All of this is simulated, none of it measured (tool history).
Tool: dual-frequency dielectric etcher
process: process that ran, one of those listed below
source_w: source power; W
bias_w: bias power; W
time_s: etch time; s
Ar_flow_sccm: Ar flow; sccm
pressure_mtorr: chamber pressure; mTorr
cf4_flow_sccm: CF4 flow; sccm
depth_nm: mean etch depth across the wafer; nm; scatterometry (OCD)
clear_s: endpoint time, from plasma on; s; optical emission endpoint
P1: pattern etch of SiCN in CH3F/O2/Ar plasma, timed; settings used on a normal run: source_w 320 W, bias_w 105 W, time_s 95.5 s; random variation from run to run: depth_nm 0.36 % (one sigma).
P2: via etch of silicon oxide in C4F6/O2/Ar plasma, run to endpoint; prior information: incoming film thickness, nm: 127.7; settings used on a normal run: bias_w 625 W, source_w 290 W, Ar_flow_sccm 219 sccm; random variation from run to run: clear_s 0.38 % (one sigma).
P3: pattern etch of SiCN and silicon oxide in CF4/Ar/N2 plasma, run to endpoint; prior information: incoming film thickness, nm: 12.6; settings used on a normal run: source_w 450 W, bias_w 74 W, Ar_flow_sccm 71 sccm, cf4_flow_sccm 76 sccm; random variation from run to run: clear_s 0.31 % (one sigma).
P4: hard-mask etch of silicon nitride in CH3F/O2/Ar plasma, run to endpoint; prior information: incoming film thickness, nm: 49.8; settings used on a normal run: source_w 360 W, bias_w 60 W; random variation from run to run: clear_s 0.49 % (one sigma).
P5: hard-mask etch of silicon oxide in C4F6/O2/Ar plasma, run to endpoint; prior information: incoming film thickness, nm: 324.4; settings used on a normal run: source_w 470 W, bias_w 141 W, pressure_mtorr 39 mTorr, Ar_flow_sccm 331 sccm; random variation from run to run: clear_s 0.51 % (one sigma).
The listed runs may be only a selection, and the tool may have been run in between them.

| run | hour | process | source_w | bias_w | time_s | Ar_flow_sccm | pressure_mtorr | cf4_flow_sccm | hours since the last wet clean | hours since the last source power generator calibration | hours since the last bias power generator calibration | depth_nm | clear_s |
|---|---|---|---|---|---|---|---|---|---|---|---|---|---|
| 1 | 12.9 | P1 | 320 | 105 | 95.5 |  |  |  | 389.4 | 1402.1 | 2660 | 39.705 |  |
| 2 | 22 | P2 | 290 | 625 |  | 219 |  |  | 398.5 | 1411.2 | 2669.1 |  | 26.836 |
| 3 | 30.6 | P2 | 380 | 625 |  | 219 |  |  | 407.1 | 1419.8 | 2677.7 |  | 24.214 |
| 4 | 45 | P4 | 360 | 60 |  |  |  |  | 421.5 | 1434.2 | 2692.1 |  | 78.279 |
| 5 | 55.8 | P1 | 440 | 105 | 95.5 |  |  |  | 432.3 | 1445 | 2702.9 | 44.641 |  |
| 6 | 68.9 | P4 | 470 | 60 |  |  |  |  | 445.4 | 1458.1 | 2716 |  | 70.3 |
| 7 | 75.1 | P5 | 470 | 141 |  | 331 | 39 |  | 451.6 | 1464.3 | 2722.2 |  | 106.55 |
| 8 | 85.1 | P1 | 200 | 67 | 95.5 |  |  |  | 461.6 | 1474.3 | 2732.2 | 28.117 |  |
| 9 | 98.7 | P1 | 320 | 148 | 95.5 |  |  |  | 475.2 | 1487.9 | 2745.8 | 45.739 |  |
| 10 | 111.6 | P3 | 450 | 74 |  | 71 |  | 76 | 488.1 | 1500.8 | 2758.7 |  | 13.128 |
| 11 | 118.9 | P1 | 320 | 105 | 95.5 |  |  |  | 495.4 | 1508.1 | 2766 | 39.823 |  |
| 12 | 132.4 | P2 | 290 | 811 |  | 219 |  |  | 508.9 | 1521.6 | 2779.5 |  | 24.309 |
| 13 | 140.4 | P4 | 360 | 80 |  |  |  |  | 516.9 | 1529.6 | 2787.5 |  | 70.68 |
| 14 | 148.2 | P5 | 470 | 141 |  | 331 | 39 |  | 524.7 | 1537.4 | 2795.3 |  | 104.52 |
| 15 | 156.6 | P2 | 290 | 625 |  | 219 |  |  | 533.1 | 1545.8 | 2803.7 |  | 27.03 |
| 16 | 164.4 | P3 | 450 | 74 |  | 71 |  | 99 | 540.9 | 1553.6 | 2811.5 |  | 12.633 |
| 17 | 170.9 | P1 | 250 | 105 | 61 |  |  |  | 547.4 | 1560.1 | 2818 | 23.154 |  |
|  | 171.7 | source power generator calibrated |
| 18 | 181.6 | P1 | 230 | 105 | 65 |  |  |  | 558.1 | 9.9 | 2828.7 | 24.005 |  |
| 19 | 190.4 | P5 | 470 | 141 |  | 331 | 27.5 |  | 566.9 | 18.7 | 2837.5 |  | 100.29 |
| 20 | 200.7 | P1 | 320 | 105 | 95.5 |  |  |  | 577.2 | 29 | 2847.8 | 39.514 |  |
| 21 | 211.4 | P5 | 470 | 170 |  | 331 | 39 |  | 587.9 | 39.7 | 2858.5 |  | 99.616 |
| 22 | 224.8 | P3 | 450 | 49 |  | 71 |  | 76 | 601.3 | 53.1 | 2871.9 |  | 14.802 |
| 23 | 238.7 | P1 | 320 | 105 | 95.5 |  |  |  | 615.2 | 67 | 2885.8 | 39.717 |  |
| 24 | 246.4 | P5 | 470 | 141 |  | 225 | 39 |  | 622.9 | 74.7 | 2893.5 |  | 101.57 |
| 25 | 255.1 | P3 | 450 | 74 |  | 92 |  | 76 | 631.6 | 83.4 | 2902.2 |  | 13.506 |
| 26 | 261.7 | P3 | 450 | 74 |  | 71 |  | 76 | 638.2 | 90 | 2908.8 |  | 13.084 |
| 27 | 272.1 | P1 | 320 | 105 | 95.5 |  |  |  | 648.6 | 100.4 | 2919.2 | 39.408 |  |
| 28 | 279.6 | P3 | 350 | 74 |  | 71 |  | 76 | 656.1 | 107.9 | 2926.7 |  | 16.298 |
| 29 | 287.9 | P1 | 320 | 73 | 95.5 |  |  |  | 664.4 | 116.2 | 2935 | 34.745 |  |
| 30 | 295.2 | P1 | 250 | 105 | 95.5 |  |  |  | 671.7 | 123.5 | 2942.3 | 36.477 |  |
| 31 | 302.9 | P2 | 290 | 625 |  | 265 |  |  | 679.4 | 131.2 | 2950 |  | 27.471 |
| 32 | 314.5 | P1 | 320 | 105 | 69 |  |  |  | 691 | 142.8 | 2961.6 | 28.784 |  |
| 33 | 325.2 | P5 | 320 | 141 |  | 331 | 39 |  | 701.7 | 153.5 | 2972.3 |  | 121.81 |
| 34 | 335.8 | P1 | 320 | 105 | 141 |  |  |  | 712.3 | 164.1 | 2982.9 | 58.841 |  |
| 35 | 346 | P1 | 320 | 105 | 95.5 |  |  |  | 722.5 | 174.3 | 2993.1 | 39.696 |  |
| 36 | 354.3 | P1 | 320 | 105 | 95.5 |  |  |  | 730.8 | 182.6 | 3001.4 | 39.698 |  |
| 37 | 364.2 | P1 | 320 | 105 | 95.5 |  |  |  | 740.7 | 192.5 | 3011.3 | 39.58 |  |
| 38 | 376.2 | P1 | 320 | 105 | 95.5 |  |  |  | 752.7 | 204.5 | 3023.3 | 39.1 |  |
| 39 | 388.4 | P1 | 320 | 105 | 95.5 |  |  |  | 764.9 | 216.7 | 3035.5 | 39.114 |  |
| 40 | 398 | P1 | 320 | 105 | 95.5 |  |  |  | 774.5 | 226.3 | 3045.1 | 39.079 |  |
|  | 404.8 | wet clean of the chamber |
| 41 | 412 | P1 | 320 | 105 | 95.5 |  |  |  | 7.3 | 240.3 | 3059.1 | 38.894 |  |
| 42 | 423.8 | P1 | 320 | 105 | 95.5 |  |  |  | 19.1 | 252.1 | 3070.9 | 39.108 |  |

P1 has crept away from where it was. The log is fitted equally well by each of these 2 causes, at the sizes shown:
A: bias power that arrives under what is set, % = 4.55
B: source power that arrives under what is set, % = 4.77
The drift started at roughly hour 354.3.
The rest of the possible causes, and what rules out each one:
chamber walls in a state that lowers the etch rate, %: its service at hour 404.8 followed the start of the drift and did not put the process back to its old value

Below are 4 check runs, each on a single wafer, with their results shown as question marks. Which of them would tell the listed causes apart, meaning the causes would give clearly different results under it?
| check 1 | 435.6 | P4 | 360 | 60 |  |  |  |  |  |  |  |  | ? |
| check 2 | 435.6 | P3 | 450 | 74 |  | 71 |  | 76 |  |  |  |  | ? |
| check 3 | 435.6 | P2 | 290 | 625 |  | 219 |  |  |  |  |  |  | ? |
| check 4 | 435.6 | P5 | 470 | 141 |  | 331 | 39 |  |  |  |  |  | ? |

Expected result of each check under each candidate cause:
| check | result | if A | if B |
|---|---|---|---|
| check 1 | clear_s | 79.459 | 79.728 |
| check 2 | clear_s | 13.263 | 13.647 |
| check 3 | clear_s | 27.303 | 27.292 |
| check 4 | clear_s | 106.92 | 107.54 |
How far apart the two closest causes lie, in the result that separates them most: check 1 0.34 %; check 2 2.86 %; check 3 0.04 %; check 4 0.58 %
Only check 2 tells the causes apart: in the others they would give nearly the same result.

Check 2 was then run and gave: clear_s 13.653 s. Which cause is it?

The cause is B: source power that arrives under what is set, %.
